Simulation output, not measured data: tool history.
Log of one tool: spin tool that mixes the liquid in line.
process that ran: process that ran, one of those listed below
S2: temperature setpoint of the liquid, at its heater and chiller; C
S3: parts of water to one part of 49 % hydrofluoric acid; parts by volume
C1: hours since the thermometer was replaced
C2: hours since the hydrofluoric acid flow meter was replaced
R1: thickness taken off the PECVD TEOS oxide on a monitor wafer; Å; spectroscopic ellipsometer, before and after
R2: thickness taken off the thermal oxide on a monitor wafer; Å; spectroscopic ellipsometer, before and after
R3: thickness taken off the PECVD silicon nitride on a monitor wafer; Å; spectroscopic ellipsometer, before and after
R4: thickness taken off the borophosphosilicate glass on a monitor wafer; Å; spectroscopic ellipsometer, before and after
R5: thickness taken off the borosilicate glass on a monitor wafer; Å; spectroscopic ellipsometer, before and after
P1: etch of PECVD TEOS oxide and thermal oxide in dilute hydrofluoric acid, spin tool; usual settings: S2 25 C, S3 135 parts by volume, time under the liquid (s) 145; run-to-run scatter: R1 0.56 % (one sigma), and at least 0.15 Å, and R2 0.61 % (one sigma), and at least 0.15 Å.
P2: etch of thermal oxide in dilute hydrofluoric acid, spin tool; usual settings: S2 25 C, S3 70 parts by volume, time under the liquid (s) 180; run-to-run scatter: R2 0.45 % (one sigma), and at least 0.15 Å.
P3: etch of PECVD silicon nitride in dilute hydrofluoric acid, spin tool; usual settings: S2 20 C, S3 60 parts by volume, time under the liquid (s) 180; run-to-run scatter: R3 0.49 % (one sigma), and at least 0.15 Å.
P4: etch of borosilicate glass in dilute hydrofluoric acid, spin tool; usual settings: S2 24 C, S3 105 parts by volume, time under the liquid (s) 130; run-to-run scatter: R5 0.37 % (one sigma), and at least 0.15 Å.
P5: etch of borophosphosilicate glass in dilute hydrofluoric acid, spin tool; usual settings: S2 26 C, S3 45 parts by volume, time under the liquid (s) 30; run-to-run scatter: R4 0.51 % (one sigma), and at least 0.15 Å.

run 1 hour=13.2 | process_that_ran=P1 S2=25 S3=135 time_under_the_liquid_(s)=145 | C1=745.8 C2=872.8 | R1=240.32 R2=52.675
run 2 hour=22.4 | process_that_ran=P2 S2=25 S3=70 time_under_the_liquid_(s)=180 | C1=755 C2=882 | R2=119.7
run 3 hour=35 | process_that_ran=P3 S2=28 S3=60 time_under_the_liquid_(s)=180 | C1=767.6 C2=894.6 | R3=101.18
run 4 hour=44.5 | process_that_ran=P3 S2=20 S3=60 time_under_the_liquid_(s)=325 | C1=777.1 C2=904.1 | R3=106.69
run 5 hour=53.2 | process_that_ran=P5 S2=26 S3=20 time_under_the_liquid_(s)=30 | C1=785.8 C2=912.8 | R4=992.26
run 6 hour=68.3 | process_that_ran=P4 S2=32.5 S3=105 time_under_the_liquid_(s)=130 | C1=800.9 C2=927.9 | R5=474.24
run 7 hour=79.9 | process_that_ran=P1 S2=19.5 S3=135 time_under_the_liquid_(s)=145 | C1=812.5 C2=939.5 | R1=192.09 R2=42.573
run 8 hour=94.9 | process_that_ran=P5 S2=26 S3=45 time_under_the_liquid_(s)=30 | C1=827.5 C2=954.5 | R4=422.42
run 9 hour=102.5 | process_that_ran=P1 S2=21 S3=135 time_under_the_liquid_(s)=240 | C1=835.1 C2=962.1 | R1=337.25 R2=74.169
run 10 hour=113.2 | process_that_ran=P1 S2=25 S3=135 time_under_the_liquid_(s)=265 | C1=845.8 C2=972.8 | R1=437 R2=96.885
run 11 hour=123.6 | process_that_ran=P5 S2=26 S3=45 time_under_the_liquid_(s)=15 | C1=856.2 C2=983.2 | R4=211.94
run 12 hour=138.8 | process_that_ran=P1 S2=25 S3=135 time_under_the_liquid_(s)=20 | C1=871.4 C2=998.4 | R1=32.858 R2=7.4004
run 13 hour=147.6 | process_that_ran=P1 S2=31 S3=135 time_under_the_liquid_(s)=145 | C1=880.2 C2=1007.2 | R1=298.84 R2=66.47
run 14 hour=158.4 | process_that_ran=P1 S2=25 S3=135 time_under_the_liquid_(s)=145 | C1=891 C2=1018 | R1=240.81 R2=53.021
run 15 hour=174.5 | process_that_ran=P2 S2=17 S3=70 time_under_the_liquid_(s)=180 | C1=907.1 C2=1034.1 | R2=85.473
run 16 hour=186.4 | process_that_ran=P2 S2=25 S3=70 time_under_the_liquid_(s)=180 | C1=919 C2=1046 | R2=119.76
run 17 hour=193.6 | process_that_ran=P4 S2=24 S3=105 time_under_the_liquid_(s)=130 | C1=926.2 C2=1053.2 | R5=343.27
run 18 hour=205 | process_that_ran=P4 S2=24 S3=175 time_under_the_liquid_(s)=130 | C1=937.6 C2=1064.6 | R5=189
run 19 hour=212.2 | process_that_ran=P4 S2=24 S3=105 time_under_the_liquid_(s)=130 | C1=944.8 C2=1071.8 | R5=342.79
run 20 hour=225.3 | process_that_ran=P1 S2=25 S3=135 time_under_the_liquid_(s)=145 | C1=957.9 C2=1084.9 | R1=240.18 R2=52.729
run 21 hour=234 | process_that_ran=P3 S2=20 S3=60 time_under_the_liquid_(s)=180 | C1=966.6 C2=1093.6 | R3=59.116
run 22 hour=245 | process_that_ran=P2 S2=25 S3=70 time_under_the_liquid_(s)=345 | C1=977.6 C2=1104.6 | R2=232.2
run 23 hour=259.9 | process_that_ran=P5 S2=33.5 S3=45 time_under_the_liquid_(s)=30 | C1=992.5 C2=1119.5 | R4=569.1
run 24 hour=276 | process_that_ran=P1 S2=25 S3=135 time_under_the_liquid_(s)=145 | C1=1008.6 C2=1135.6 | R1=239.95 R2=52.08
run 25 hour=284.4 | process_that_ran=P1 S2=25 S3=30 time_under_the_liquid_(s)=145 | C1=1017 C2=1144 | R1=1237.7 R2=270.11
run 26 hour=296 | process_that_ran=P3 S2=20 S3=20 time_under_the_liquid_(s)=180 | C1=1028.6 C2=1155.6 | R3=171.86
run 27 hour=308 | process_that_ran=P2 S2=25 S3=20 time_under_the_liquid_(s)=180 | C1=1040.6 C2=1167.6 | R2=451.81
run 28 hour=320.8 | process_that_ran=P1 S2=25 S3=135 time_under_the_liquid_(s)=145 | C1=1053.4 C2=1180.4 | R1=240.69 R2=52.863
run 29 hour=329.5 | process_that_ran=P1 S2=25 S3=135 time_under_the_liquid_(s)=145 | C1=1062.1 C2=1189.1 | R1=240.54 R2=52.355
run 30 hour=340.2 | process_that_ran=P4 S2=24 S3=105 time_under_the_liquid_(s)=15 | C1=1072.8 C2=1199.8 | R5=39.585
run 31 hour=350.2 | process_that_ran=P1 S2=25 S3=250 time_under_the_liquid_(s)=145 | C1=1082.8 C2=1209.8 | R1=113.66 R2=24.669
run 32 hour=360.4 | process_that_ran=P1 S2=25 S3=135 time_under_the_liquid_(s)=145 | C1=1093 C2=1220 | R1=240.1 R2=52.743
run 33 hour=367.8 | process_that_ran=P1 S2=25 S3=135 time_under_the_liquid_(s)=145 | C1=1100.4 C2=1227.4 | R1=245.54 R2=53.622
run 34 hour=379.5 | process_that_ran=P1 S2=25 S3=135 time_under_the_liquid_(s)=145 | C1=1112.1 C2=1239.1 | R1=253.66 R2=55.606
run 35 hour=388.8 | process_that_ran=P1 S2=25 S3=135 time_under_the_liquid_(s)=145 | C1=1121.4 C2=1248.4 | R1=254.69 R2=56.603
run 36 hour=397.7 | process_that_ran=P1 S2=25 S3=135 time_under_the_liquid_(s)=145 | C1=1130.3 C2=1257.3 | R1=258.57 R2=56.199
run 37 hour=409 | process_that_ran=P1 S2=25 S3=135 time_under_the_liquid_(s)=145 | C1=1141.6 C2=1268.6 | R1=258.71 R2=57.153
run 38 hour=422.3 | process_that_ran=P1 S2=25 S3=135 time_under_the_liquid_(s)=145 | C1=1154.9 C2=1281.9 | R1=259.64 R2=57.371
run 39 hour=433.5 | process_that_ran=P1 S2=25 S3=135 time_under_the_liquid_(s)=145 | C1=1166.1 C2=1293.1 | R1=261 R2=56.693

What P1 gives has crept away from where it was. These 2 causes fit the log equally well, each at the size given:
A: hydrofluoric acid flow above the setpoint (%) = 7.51
B: liquid hotter than its thermometer reads (K) = 2.22
The creep began at about hour 360.4.

4 check runs are offered, one wafer each, their results left as question marks. Which one tells the causes apart?
run check 1 hour=444.7 | process_that_ran=P2 S2=25 S3=70 time_under_the_liquid_(s)=340 | R2=?
run check 2 hour=444.7 | process_that_ran=P3 S2=20 S3=35 time_under_the_liquid_(s)=180 | R3=?
run check 3 hour=444.7 | process_that_ran=P5 S2=32 S3=35 time_under_the_liquid_(s)=30 | R4=?
run check 4 hour=444.7 | process_that_ran=P4 S2=31.5 S3=105 time_under_the_liquid_(s)=15 | R5=?

What each check would give under each cause:
check=check_1 result=R2 if_A=245.53 if_B=247.87
check=check_2 result=R3 if_A=107.43 if_B=116.88
check=check_3 result=R4 if_A=757.13 if_B=764.78
check=check_4 result=R5 if_A=57.359 if_B=57.232
How far apart the two closest causes lie, in the result that separates them most: check 1 0.95 %; check 2 8.43 %; check 3 1 %; check 4 0.22 %
Check 2 tells the causes apart: in the others they would give nearly the same result.

Then check 2 was run and gave: R3 115.92 Å. Which cause is it?

It is B: liquid hotter than its thermometer reads (K).
